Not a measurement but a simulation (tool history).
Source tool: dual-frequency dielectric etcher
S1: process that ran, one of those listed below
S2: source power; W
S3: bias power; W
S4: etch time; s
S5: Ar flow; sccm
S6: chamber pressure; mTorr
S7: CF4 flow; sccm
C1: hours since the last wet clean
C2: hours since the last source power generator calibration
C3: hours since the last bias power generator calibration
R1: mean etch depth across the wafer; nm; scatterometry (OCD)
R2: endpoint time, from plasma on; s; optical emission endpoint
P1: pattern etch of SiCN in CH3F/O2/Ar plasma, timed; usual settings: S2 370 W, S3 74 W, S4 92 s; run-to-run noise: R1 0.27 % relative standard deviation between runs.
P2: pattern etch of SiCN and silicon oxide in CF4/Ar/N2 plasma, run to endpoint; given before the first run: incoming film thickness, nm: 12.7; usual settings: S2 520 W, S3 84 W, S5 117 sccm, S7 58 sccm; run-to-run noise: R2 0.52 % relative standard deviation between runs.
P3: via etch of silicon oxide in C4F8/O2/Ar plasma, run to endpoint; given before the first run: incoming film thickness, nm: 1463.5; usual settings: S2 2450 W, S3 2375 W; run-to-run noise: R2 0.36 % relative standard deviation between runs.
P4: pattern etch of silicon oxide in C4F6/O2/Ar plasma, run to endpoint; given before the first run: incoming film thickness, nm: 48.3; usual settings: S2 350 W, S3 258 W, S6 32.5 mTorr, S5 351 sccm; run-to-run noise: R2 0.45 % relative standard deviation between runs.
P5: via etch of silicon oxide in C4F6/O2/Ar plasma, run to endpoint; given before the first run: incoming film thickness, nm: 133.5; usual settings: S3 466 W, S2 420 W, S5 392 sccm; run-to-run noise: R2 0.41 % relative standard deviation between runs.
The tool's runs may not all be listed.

{"run": 1, "hour": 8.3, "S1": "P1", "S2": 370, "S3": 74, "S4": 92, "C1": 468.1, "C2": 2559.6, "C3": 938.1, "R1": 33.896}
{"run": 2, "hour": 16.4, "S1": "P1", "S2": 370, "S3": 74, "S4": 65.5, "C1": 476.2, "C2": 2567.7, "C3": 946.2, "R1": 24.152}
{"run": 3, "hour": 22.2, "S1": "P1", "S2": 370, "S3": 74, "S4": 115, "C1": 482, "C2": 2573.5, "C3": 952, "R1": 42.556}
{"run": 4, "hour": 29.9, "S1": "P5", "S2": 420, "S3": 466, "S5": 392, "C1": 489.7, "C2": 2581.2, "C3": 959.7, "R2": 31.537}
{"run": 5, "hour": 34.3, "S1": "P5", "S2": 270, "S3": 466, "S5": 392, "C1": 494.1, "C2": 2585.6, "C3": 964.1, "R2": 36.975}
{"run": 6, "hour": 42.8, "S1": "P5", "S2": 420, "S3": 319, "S5": 392, "C1": 502.6, "C2": 2594.1, "C3": 972.6, "R2": 36.123}
{"run": 7, "hour": 51.4, "S1": "P1", "S2": 370, "S3": 74, "S4": 92, "C1": 511.2, "C2": 2602.7, "C3": 981.2, "R1": 33.933}
{"run": 8, "hour": 57.6, "S1": "P3", "S2": 2450, "S3": 1740, "C1": 517.4, "C2": 2608.9, "C3": 987.4, "R2": 272.7}
{"run": 9, "hour": 62.7, "S1": "P3", "S2": 3350, "S3": 2375, "C1": 522.5, "C2": 2614, "C3": 992.5, "R2": 218.06}
{"run": 10, "hour": 68.9, "S1": "P1", "S2": 370, "S3": 52, "S4": 92, "C1": 528.7, "C2": 2620.2, "C3": 998.7, "R1": 30.055}
{"run": 11, "hour": 75.5, "S1": "P1", "S2": 370, "S3": 100, "S4": 112, "C1": 535.3, "C2": 2626.8, "C3": 1005.3, "R1": 46.222}
{"run": 12, "hour": 83.8, "S1": "P4", "S2": 270, "S3": 258, "S5": 351, "S6": 32.5, "C1": 543.6, "C2": 2635.1, "C3": 1013.6, "R2": 16.009}
{"run": 13, "hour": 89.1, "S1": "P4", "S2": 350, "S3": 153, "S5": 351, "S6": 32.5, "C1": 548.9, "C2": 2640.4, "C3": 1018.9, "R2": 17.17}
{"run": 14, "hour": 96.6, "S1": "P4", "S2": 350, "S3": 258, "S5": 351, "S6": 40.5, "C1": 556.4, "C2": 2647.9, "C3": 1026.4, "R2": 14.845}
{"run": 15, "hour": 101.4, "S1": "P2", "S2": 520, "S3": 84, "S5": 151, "S7": 58, "C1": 561.2, "C2": 2652.7, "C3": 1031.2, "R2": 13.073}
{"run": 16, "hour": 109.8, "S1": "P1", "S2": 370, "S3": 74, "S4": 92, "C1": 569.6, "C2": 2661.1, "C3": 1039.6, "R1": 33.788}
{"run": 17, "hour": 115.9, "S1": "P1", "S2": 370, "S3": 90, "S4": 92, "C1": 575.7, "C2": 2667.2, "C3": 1045.7, "R1": 36.458}
{"run": 18, "hour": 120.0, "S1": "P5", "S2": 420, "S3": 466, "S5": 310, "C1": 579.8, "C2": 2671.3, "C3": 1049.8, "R2": 30.598}
{"run": 19, "hour": 124.7, "S1": "P1", "S2": 370, "S3": 74, "S4": 92, "C1": 584.5, "C2": 2676, "C3": 1054.5, "R1": 34.06}
{"run": 20, "hour": 129.7, "S1": "P1", "S2": 370, "S3": 74, "S4": 92, "C1": 589.5, "C2": 2681, "C3": 1059.5, "R1": 33.906}
{"run": 21, "hour": 138.2, "S1": "P1", "S2": 500, "S3": 74, "S4": 92, "C1": 598, "C2": 2689.5, "C3": 1068, "R1": 38.089}
{"run": 22, "hour": 144.3, "S1": "P2", "S2": 380, "S3": 84, "S5": 117, "S7": 58, "C1": 604.1, "C2": 2695.6, "C3": 1074.1, "R2": 16.478}
{"run": 23, "hour": 152.4, "S1": "P1", "S2": 250, "S3": 74, "S4": 92, "C1": 612.2, "C2": 2703.7, "C3": 1082.2, "R1": 29.453}
{"run": 24, "hour": 158.5, "S1": "P4", "S2": 350, "S3": 258, "S5": 219, "S6": 32.5, "C1": 618.3, "C2": 2709.8, "C3": 1088.3, "R2": 13.921}
{"run": 25, "hour": 162.6, "S1": "P3", "S2": 2450, "S3": 2375, "C1": 622.4, "C2": 2713.9, "C3": 1092.4, "R2": 248.7}
{"run": 26, "hour": 170.4, "S1": "P4", "S2": 350, "S3": 258, "S5": 351, "S6": 32.5, "C1": 630.2, "C2": 2721.7, "C3": 1100.2, "R2": 14.635}
{"run": 27, "hour": 178.4, "S1": "P2", "S2": 520, "S3": 84, "S5": 117, "S7": 42, "C1": 638.2, "C2": 2729.7, "C3": 1108.2, "R2": 13.191}
{"run": 28, "hour": 184.7, "S1": "P2", "S2": 520, "S3": 84, "S5": 117, "S7": 58, "C1": 644.5, "C2": 2736, "C3": 1114.5, "R2": 12.611}
{"run": 29, "hour": 192.1, "S1": "P2", "S2": 520, "S3": 52, "S5": 117, "S7": 58, "C1": 651.9, "C2": 2743.4, "C3": 1121.9, "R2": 14.959}
{"run": 30, "hour": 196.5, "S1": "P1", "S2": 270, "S3": 74, "S4": 112, "C1": 656.3, "C2": 2747.8, "C3": 1126.3, "R1": 36.473}
{"run": 31, "hour": 202.6, "S1": "P1", "S2": 370, "S3": 74, "S4": 92, "C1": 662.4, "C2": 2753.9, "C3": 1132.4, "R1": 33.756}
{"run": 32, "hour": 210.9, "S1": "P5", "S2": 420, "S3": 466, "S5": 392, "C1": 670.7, "C2": 2762.2, "C3": 1140.7, "R2": 31.495}
{"run": 33, "hour": 216.2, "S1": "P1", "S2": 370, "S3": 74, "S4": 92, "C1": 676, "C2": 2767.5, "C3": 1146, "R1": 33.847}
{"run": 34, "hour": 220.9, "S1": "P1", "S2": 370, "S3": 74, "S4": 92, "C1": 680.7, "C2": 2772.2, "C3": 1150.7, "R1": 33.694}
{"run": 35, "hour": 229.5, "S1": "P1", "S2": 370, "S3": 74, "S4": 92, "C1": 689.3, "C2": 2780.8, "C3": 1159.3, "R1": 33.546}
{"run": 36, "hour": 234.4, "S1": "P1", "S2": 370, "S3": 74, "S4": 92, "C1": 694.2, "C2": 2785.7, "C3": 1164.2, "R1": 33.526}

Forecast run 37:
{"run": 37, "hour": 240.5, "S1": "P1", "S2": 370, "S3": 74, "S4": 92, "C1": 700.3, "C2": 2791.8, "C3": 1170.3, "R1": "?"}

Run 37 produced R1 33.46 nm.
